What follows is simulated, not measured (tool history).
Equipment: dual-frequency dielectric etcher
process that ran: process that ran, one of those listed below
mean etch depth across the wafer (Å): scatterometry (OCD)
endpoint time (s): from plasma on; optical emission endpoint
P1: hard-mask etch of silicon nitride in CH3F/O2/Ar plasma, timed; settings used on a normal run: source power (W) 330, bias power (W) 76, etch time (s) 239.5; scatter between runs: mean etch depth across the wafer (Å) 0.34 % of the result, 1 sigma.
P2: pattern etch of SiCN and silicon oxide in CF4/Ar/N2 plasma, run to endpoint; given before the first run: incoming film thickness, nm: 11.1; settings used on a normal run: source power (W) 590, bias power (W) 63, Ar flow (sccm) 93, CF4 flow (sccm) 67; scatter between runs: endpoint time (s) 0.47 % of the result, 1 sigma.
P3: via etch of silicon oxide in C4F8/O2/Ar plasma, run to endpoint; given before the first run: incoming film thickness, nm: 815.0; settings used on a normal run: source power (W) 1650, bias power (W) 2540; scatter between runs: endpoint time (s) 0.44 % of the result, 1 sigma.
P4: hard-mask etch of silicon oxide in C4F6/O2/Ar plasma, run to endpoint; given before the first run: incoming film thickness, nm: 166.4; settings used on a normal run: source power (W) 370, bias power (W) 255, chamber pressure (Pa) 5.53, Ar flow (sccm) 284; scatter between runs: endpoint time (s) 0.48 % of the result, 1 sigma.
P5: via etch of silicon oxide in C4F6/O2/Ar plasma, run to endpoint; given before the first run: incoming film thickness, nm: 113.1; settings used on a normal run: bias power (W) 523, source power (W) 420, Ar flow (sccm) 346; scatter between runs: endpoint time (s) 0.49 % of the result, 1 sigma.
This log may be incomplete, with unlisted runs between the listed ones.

| run | day | process that ran | source power (W) | bias power (W) | etch time (s) | chamber pressure (Pa) | Ar flow (sccm) | CF4 flow (sccm) | mean etch depth across the wafer (Å) | endpoint time (s) |
|---|---|---|---|---|---|---|---|---|---|---|
| 1 | 0.446 | P1 | 330 | 76 | 239.5 |  |  |  | 1613.4 |  |
| 2 | 0.867 | P4 | 370 | 255 |  | 5.53 | 377 |  |  | 52.158 |
| 3 | 1.304 | P1 | 330 | 76 | 239.5 |  |  |  | 1615.3 |  |
| 4 | 1.600 | P1 | 330 | 45 | 239.5 |  |  |  | 1351.5 |  |
| 5 | 1.912 | P4 | 240 | 255 |  | 5.53 | 284 |  |  | 59.312 |
| 6 | 2.296 | P3 | 1650 | 2540 |  |  |  |  |  | 164.270 |
| 7 | 2.771 | P1 | 330 | 76 | 239.5 |  |  |  | 1620.5 |  |
| 8 | 3.183 | P5 | 420 | 523 |  |  | 346 |  |  | 24.249 |
| 9 | 3.762 | P1 | 440 | 99 | 239.5 |  |  |  | 1977.3 |  |
|  | 3.779 | wet clean of the chamber |
| 10 | 4.012 | P5 | 420 | 523 |  |  | 282 |  |  | 23.733 |
| 11 | 4.438 | P5 | 420 | 707 |  |  | 346 |  |  | 21.586 |
| 12 | 4.871 | P1 | 410 | 76 | 239.5 |  |  |  | 1751.0 |  |
| 13 | 5.188 | P5 | 290 | 523 |  |  | 346 |  |  | 28.098 |
| 14 | 5.679 | P2 | 390 | 63 |  |  | 93 | 67 |  | 15.339 |
| 15 | 6.012 | P3 | 1650 | 1529 |  |  |  |  |  | 190.250 |
| 16 | 6.454 | P4 | 370 | 339 |  | 5.53 | 284 |  |  | 45.513 |
| 17 | 7.000 | P1 | 330 | 76 | 162.0 |  |  |  | 1086.4 |  |
| 18 | 7.525 | P4 | 370 | 255 |  | 7.80 | 284 |  |  | 51.886 |
| 19 | 8.092 | P2 | 590 | 63 |  |  | 93 | 48 |  | 11.196 |
| 20 | 8.512 | P3 | 1030 | 2540 |  |  |  |  |  | 194.420 |
| 21 | 8.871 | P1 | 260 | 76 | 239.5 |  |  |  | 1471.1 |  |
| 22 | 9.242 | P1 | 330 | 97 | 239.5 |  |  |  | 1756.4 |  |
| 23 | 9.821 | P2 | 590 | 63 |  |  | 93 | 67 |  | 10.674 |
| 24 | 10.104 | P3 | 1650 | 2540 |  |  |  |  |  | 163.370 |
| 25 | 10.662 | P2 | 590 | 39 |  |  | 93 | 67 |  | 12.248 |
| 26 | 11.083 | P4 | 370 | 255 |  | 5.53 | 284 |  |  | 50.251 |
| 27 | 11.358 | P2 | 590 | 63 |  |  | 116 | 67 |  | 11.024 |
| 28 | 11.700 | P1 | 330 | 76 | 239.5 |  |  |  | 1601.4 |  |
| 29 | 12.096 | P1 | 330 | 76 | 239.5 |  |  |  | 1603.0 |  |
| 30 | 12.588 | P1 | 330 | 76 | 346.5 |  |  |  | 2338.4 |  |
| 31 | 13.162 | P1 | 330 | 76 | 239.5 |  |  |  | 1614.5 |  |
| 32 | 13.608 | P1 | 330 | 76 | 239.5 |  |  |  | 1625.2 |  |
| 33 | 14.183 | P1 | 330 | 76 | 239.5 |  |  |  | 1633.0 |  |
|  | 14.417 | wet clean of the chamber |
| 34 | 14.679 | P1 | 330 | 76 | 239.5 |  |  |  | 1641.3 |  |
| 35 | 15.050 | P1 | 330 | 76 | 239.5 |  |  |  | 1629.6 |  |
| 36 | 15.525 | P1 | 330 | 76 | 239.5 |  |  |  | 1639.6 |  |
| 37 | 15.862 | P1 | 330 | 76 | 239.5 |  |  |  | 1632.5 |  |

Compared with where it was, what P1 gives has crept away. Each cause listed below fits the log as well as the rest, at the size given for it:
A: bias power that arrives over what is set, % = 4.91
B: source power that arrives over what is set, % = 4.61
The creep began at about day 13.162.
Excluded causes, each with its reason:
chamber walls in a state that raises the etch rate, %: serviced at day 14.417, which brought nothing back

Below are 4 check runs, each averaged over 3 wafers, with their results shown as question marks. Which of them would give clearly different results depending on which cause is behind the drift?
| check 1 | 16.200 | P2 | 420 | 63 |  |  | 93 | 50 |  | ? |
| check 2 | 16.200 | P3 | 1050 | 1595 |  |  |  |  |  | ? |
| check 3 | 16.200 | P4 | 240 | 255 |  | 5.53 | 369 |  |  | ? |
| check 4 | 16.200 | P5 | 420 | 691 |  |  | 297 |  |  | ? |

Expected result of each check under each candidate cause:
| check | result | if A | if B |
|---|---|---|---|
| check 1 | endpoint time (s) | 14.773 | 14.435 |
| check 2 | endpoint time (s) | 221.080 | 220.150 |
| check 3 | endpoint time (s) | 59.940 | 59.928 |
| check 4 | endpoint time (s) | 21.083 | 21.131 |
Smallest distance between any two causes, each pair judged by its most separating result, in per cent: check 1 2.31 %; check 2 0.42 %; check 3 0.02 %; check 4 0.23 %
Check 1 tells the causes apart: in the others they would give nearly the same result.

With check 1 done, the readings were: endpoint time (s) 14.440. Identify which of the listed causes applies.

Of the candidate causes, it is B: source power that arrives over what is set, %.
